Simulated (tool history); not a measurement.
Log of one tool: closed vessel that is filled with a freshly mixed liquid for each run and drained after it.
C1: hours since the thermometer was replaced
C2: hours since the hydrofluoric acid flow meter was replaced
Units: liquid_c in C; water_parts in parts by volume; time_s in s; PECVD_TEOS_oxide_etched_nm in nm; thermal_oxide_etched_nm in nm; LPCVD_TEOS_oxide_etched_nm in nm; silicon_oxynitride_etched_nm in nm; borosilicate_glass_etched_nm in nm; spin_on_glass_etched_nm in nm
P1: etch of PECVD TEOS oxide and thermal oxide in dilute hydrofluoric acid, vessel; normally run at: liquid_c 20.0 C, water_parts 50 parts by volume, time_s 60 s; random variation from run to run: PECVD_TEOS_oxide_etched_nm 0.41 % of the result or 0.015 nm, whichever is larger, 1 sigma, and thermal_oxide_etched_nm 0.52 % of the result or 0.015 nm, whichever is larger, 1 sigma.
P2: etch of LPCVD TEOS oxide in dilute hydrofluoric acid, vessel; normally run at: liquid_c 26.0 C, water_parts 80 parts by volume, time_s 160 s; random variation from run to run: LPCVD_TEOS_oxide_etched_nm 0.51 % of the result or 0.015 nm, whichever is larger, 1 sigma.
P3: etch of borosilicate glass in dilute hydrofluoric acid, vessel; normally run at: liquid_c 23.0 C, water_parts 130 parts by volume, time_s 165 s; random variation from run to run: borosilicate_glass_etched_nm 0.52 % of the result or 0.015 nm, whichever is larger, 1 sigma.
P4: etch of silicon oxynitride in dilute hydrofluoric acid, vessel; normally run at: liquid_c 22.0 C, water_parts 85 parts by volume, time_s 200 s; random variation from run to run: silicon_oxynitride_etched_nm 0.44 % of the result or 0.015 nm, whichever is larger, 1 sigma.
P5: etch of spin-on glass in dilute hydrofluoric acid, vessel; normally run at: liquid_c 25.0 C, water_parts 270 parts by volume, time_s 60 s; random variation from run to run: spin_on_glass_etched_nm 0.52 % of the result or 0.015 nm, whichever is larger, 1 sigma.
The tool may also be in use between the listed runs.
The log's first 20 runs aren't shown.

Run 21, hour 282.7: process P5, liquid_c 25.0 C, water_parts 475 parts by volume, time_s 60 s; C1 1120.6; C2 788.6. Result: spin_on_glass_etched_nm 3.8062 nm.
Run 22, hour 300.5: process P5, liquid_c 25.0 C, water_parts 270 parts by volume, time_s 60 s; C1 1138.4; C2 806.4. Result: spin_on_glass_etched_nm 8.2047 nm.
Run 23, hour 309.3: process P5, liquid_c 17.0 C, water_parts 270 parts by volume, time_s 60 s; C1 1147.2; C2 815.2. Result: spin_on_glass_etched_nm 6.0650 nm.
Run 24, hour 327.3: process P1, liquid_c 20.0 C, water_parts 20 parts by volume, time_s 30 s; C1 1165.2; C2 833.2. Result: PECVD_TEOS_oxide_etched_nm 25.2820 nm, thermal_oxide_etched_nm 6.2048 nm.
Run 25, hour 345.3: process P1, liquid_c 17.0 C, water_parts 50 parts by volume, time_s 35 s; C1 1183.2; C2 851.2. Result: PECVD_TEOS_oxide_etched_nm 10.0220 nm, thermal_oxide_etched_nm 2.4154 nm.
Run 26, hour 355.2: process P1, liquid_c 20.0 C, water_parts 90 parts by volume, time_s 60 s; C1 1193.1; C2 861.1. Result: PECVD_TEOS_oxide_etched_nm 10.4370 nm, thermal_oxide_etched_nm 2.5012 nm.
Run 27, hour 371.9: process P5, liquid_c 25.0 C, water_parts 270 parts by volume, time_s 60 s; C1 1209.8; C2 877.8. Result: spin_on_glass_etched_nm 8.1014 nm.
Run 28, hour 389.6: process P1, liquid_c 17.0 C, water_parts 50 parts by volume, time_s 60 s; C1 1227.5; C2 895.5. Result: PECVD_TEOS_oxide_etched_nm 17.1690 nm, thermal_oxide_etched_nm 4.2217 nm.
Run 29, hour 400.4: process P2, liquid_c 26.0 C, water_parts 35 parts by volume, time_s 160 s; C1 1238.3; C2 906.3. Result: LPCVD_TEOS_oxide_etched_nm 111.910 nm.
Run 30, hour 414.9: process P1, liquid_c 20.0 C, water_parts 50 parts by volume, time_s 60 s; C1 1252.8; C2 920.8. Result: PECVD_TEOS_oxide_etched_nm 19.6770 nm, thermal_oxide_etched_nm 4.8031 nm.
Run 31, hour 427.5: process P1, liquid_c 20.0 C, water_parts 50 parts by volume, time_s 60 s; C1 1265.4; C2 933.4. Result: PECVD_TEOS_oxide_etched_nm 19.6200 nm, thermal_oxide_etched_nm 4.7775 nm.
Run 32, hour 438.2: process P3, liquid_c 23.0 C, water_parts 130 parts by volume, time_s 165 s; C1 1276.1; C2 944.1. Result: borosilicate_glass_etched_nm 31.253 nm.
Run 33, hour 447.8: process P4, liquid_c 30.5 C, water_parts 85 parts by volume, time_s 200 s; C1 1285.7; C2 953.7. Result: silicon_oxynitride_etched_nm 6.7773 nm.
Run 34, hour 461.7: process P1, liquid_c 20.0 C, water_parts 50 parts by volume, time_s 60 s; C1 1299.6; C2 967.6. Result: PECVD_TEOS_oxide_etched_nm 19.5420 nm, thermal_oxide_etched_nm 4.7887 nm.
Run 35, hour 472.1: process P1, liquid_c 20.0 C, water_parts 50 parts by volume, time_s 60 s; C1 1310.0; C2 978.0. Result: PECVD_TEOS_oxide_etched_nm 19.7360 nm, thermal_oxide_etched_nm 4.7652 nm.

The next listed run, before its measurement:
Run 36, hour 485.6: process P1, liquid_c 20.0 C, water_parts 50 parts by volume, time_s 60 s; C1 1323.5; C2 991.5. Result: PECVD_TEOS_oxide_etched_nm ?, thermal_oxide_etched_nm ?.

PECVD_TEOS_oxide_etched_nm: 19.0430 nm
thermal_oxide_etched_nm: 4.5674 nm
